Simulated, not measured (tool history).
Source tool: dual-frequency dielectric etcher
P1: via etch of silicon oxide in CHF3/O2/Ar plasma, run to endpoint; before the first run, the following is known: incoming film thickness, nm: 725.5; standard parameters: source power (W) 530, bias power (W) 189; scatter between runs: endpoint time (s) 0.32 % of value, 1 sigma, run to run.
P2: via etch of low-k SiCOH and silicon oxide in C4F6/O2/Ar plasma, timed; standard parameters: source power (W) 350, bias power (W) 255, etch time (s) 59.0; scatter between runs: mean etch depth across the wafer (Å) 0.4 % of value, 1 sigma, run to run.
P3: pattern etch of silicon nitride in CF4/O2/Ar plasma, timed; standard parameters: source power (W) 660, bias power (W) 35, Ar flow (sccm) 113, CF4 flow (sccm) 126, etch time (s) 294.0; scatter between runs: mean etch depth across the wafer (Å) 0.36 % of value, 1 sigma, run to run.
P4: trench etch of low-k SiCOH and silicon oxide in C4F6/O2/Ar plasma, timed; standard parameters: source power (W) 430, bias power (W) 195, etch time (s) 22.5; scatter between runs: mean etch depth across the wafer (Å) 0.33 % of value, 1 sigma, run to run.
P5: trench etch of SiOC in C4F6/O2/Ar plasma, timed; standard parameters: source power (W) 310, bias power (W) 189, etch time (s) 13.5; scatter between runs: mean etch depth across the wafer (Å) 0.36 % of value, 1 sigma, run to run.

run   hour  process that ran  source power (W)  bias power (W)  etch time (s)  Ar flow (sccm)  CF4 flow (sccm)  hours since the last wet clean  hours since the last source power generator calibration  hours since the last bias power generator calibration  endpoint time (s)  mean etch depth across the wafer (Å)
  1    5.2                P1               530             189                                                                           204.1                                                   1486.2                                                  399.4             380.73
  2    8.6                P5               310             189           19.5                                                            207.5                                                   1489.6                                                  402.8                                                   387.41
  3   15.1                P2               350             255           59.0                                                            214.0                                                   1496.1                                                  409.3                                                  1711.30
  4   19.0                P3               660              35          294.0              74              126                           217.9                                                   1500.0                                                  413.2                                                  6860.80
  5   22.4                P3               660              35          294.0             113              175                           221.3                                                   1503.4                                                  416.6                                                  6808.60
  6   28.0                P1               530             142                                                                           226.9                                                   1509.0                                                  422.2             416.67
  7   33.8                P2               270             255           59.0                                                            232.7                                                   1514.8                                                  428.0                                                  1552.40
  8   38.3                P1               530             189                                                                           237.2                                                   1519.3                                                  432.5             377.58
  9   43.6                P2               350             255           59.0                                                            242.5                                                   1524.6                                                  437.8                                                  1718.40
 10   47.7                P4               430             268           22.5                                                            246.6                                                   1528.7                                                  441.9                                                   839.88
 11   55.0                P1               530             189                                                                           253.9                                                   1536.0                                                  449.2             379.96
      56.5  -- bias power generator calibrated
 12   61.6                P3               660              20          294.0             113              126                           260.5                                                   1542.6                                                    5.2                                                  5484.30
 13   65.5                P1               530             189                                                                           264.4                                                   1546.5                                                    9.1             378.44
 14   72.3                P1               530             189                                                                           271.2                                                   1553.3                                                   15.9             380.05
 15   77.2                P3               820              35          294.0             113              126                           276.1                                                   1558.2                                                   20.8                                                  7914.90
 16   83.3                P4               430             195           30.0                                                            282.2                                                   1564.3                                                   26.9                                                  1015.40
 17   88.1                P3               660              35          294.0             113              126                           287.0                                                   1569.1                                                   31.7                                                  6535.20
 18   94.6                P5               310             189           13.5                                                            293.5                                                   1575.6                                                   38.2                                                   268.20
 19   98.3                P4               280             195           22.5                                                            297.2                                                   1579.3                                                   41.9                                                   641.86
 20  103.0                P2               350             316           59.0                                                            301.9                                                   1584.0                                                   46.6                                                  1841.90
 21  110.2                P1               360             155                                                                           309.1                                                   1591.2                                                   53.8             467.88
 22  114.7                P3               660              35          294.0             113              126                           313.6                                                   1595.7                                                   58.3                                                  6454.00
 23  119.8                P1               700             189                                                                           318.7                                                   1600.8                                                   63.4             339.75
 24  125.7                P5               430             189           13.5                                                            324.6                                                   1606.7                                                   69.3                                                   302.04
 25  131.3                P3               660              35          426.0             113              126                           330.2                                                   1612.3                                                   74.9                                                  9451.00
 26  135.7                P2               350             255           41.0                                                            334.6                                                   1616.7                                                   79.3                                                  1184.10
 27  142.9                P1               360             189                                                                           341.8                                                   1623.9                                                   86.5             439.23
 28  147.7                P1               530             258                                                                           346.6                                                   1628.7                                                   91.3             338.98
 29  151.1                P4               430             195           22.5                                                            350.0                                                   1632.1                                                   94.7                                                   760.91
 30  154.6                P5               310             140           13.5                                                            353.5                                                   1635.6                                                   98.2                                                   243.42
 31  158.9                P1               530             189                                                                           357.8                                                   1639.9                                                  102.5             381.72
 32  164.8                P1               530             189                                                                           363.7                                                   1645.8                                                  108.4             375.57
 33  172.1                P1               530             189                                                                           371.0                                                   1653.1                                                  115.7             375.85
 34  175.7                P1               530             189                                                                           374.6                                                   1656.7                                                  119.3             375.75
 35  180.4                P1               530             189                                                                           379.3                                                   1661.4                                                  124.0             373.20
     181.2  -- wet clean of the chamber
 36  184.8                P1               530             189                                                                             3.7                                                   1665.8                                                  128.4             375.15
 37  190.9                P1               530             189                                                                             9.8                                                   1671.9                                                  134.5             372.97
 38  195.1                P1               530             189                                                                            14.0                                                   1676.1                                                  138.7             374.69
 39  201.9                P1               530             189                                                                            20.8                                                   1682.9                                                  145.5             372.93
 40  207.5                P1               530             189                                                                            26.4                                                   1688.5                                                  151.1             373.42

P1 has crept away from where it was. The log is fitted equally well by each of these 2 causes, at the sizes shown:
A: bias power that arrives over what is set, % = 4.83
B: source power that arrives over what is set, % = 4.36
The drift started at roughly hour 158.9.
Why every other cause is out:
chamber walls in a state that raises the etch rate, %: maintenance at hour 181.2, after the shift began, did not return the process to its former output

Listed below are the offered check runs, one wafer per run, with question marks in place of results. For which of them would the causes give clearly different outcomes?
check 1  213.1                P4               430             265           22.5                                                                                                                                                                                                                                         ?
check 2  213.1                P2               350             297           44.0                                                                                                                                                                                                                                         ?
check 3  213.1                P3               660              22          294.0             113              169                                                                                                                                                                                                        ?
check 4  213.1                P5               380             189           19.5                                                                                                                                                                                                                                         ?

Check results expected under each cause:
  check                                result     if A     if B
check 1  mean etch depth across the wafer (Å)   851.31   851.47
check 2  mean etch depth across the wafer (Å)  1369.00  1368.30
check 3  mean etch depth across the wafer (Å)  5955.70  6110.50
check 4  mean etch depth across the wafer (Å)   425.84   426.41
Gap, in per cent, between the two causes that each check separates least, read from the result that separates them most: check 1 0.02 %; check 2 0.05 %; check 3 2.57 %; check 4 0.13 %
Only check 3 tells the causes apart: in the others they would give nearly the same result.

With check 3 done, the readings were: mean etch depth across the wafer (Å) 5967.50. Identify which of the listed causes applies.

It is A: bias power that arrives over what is set, %.

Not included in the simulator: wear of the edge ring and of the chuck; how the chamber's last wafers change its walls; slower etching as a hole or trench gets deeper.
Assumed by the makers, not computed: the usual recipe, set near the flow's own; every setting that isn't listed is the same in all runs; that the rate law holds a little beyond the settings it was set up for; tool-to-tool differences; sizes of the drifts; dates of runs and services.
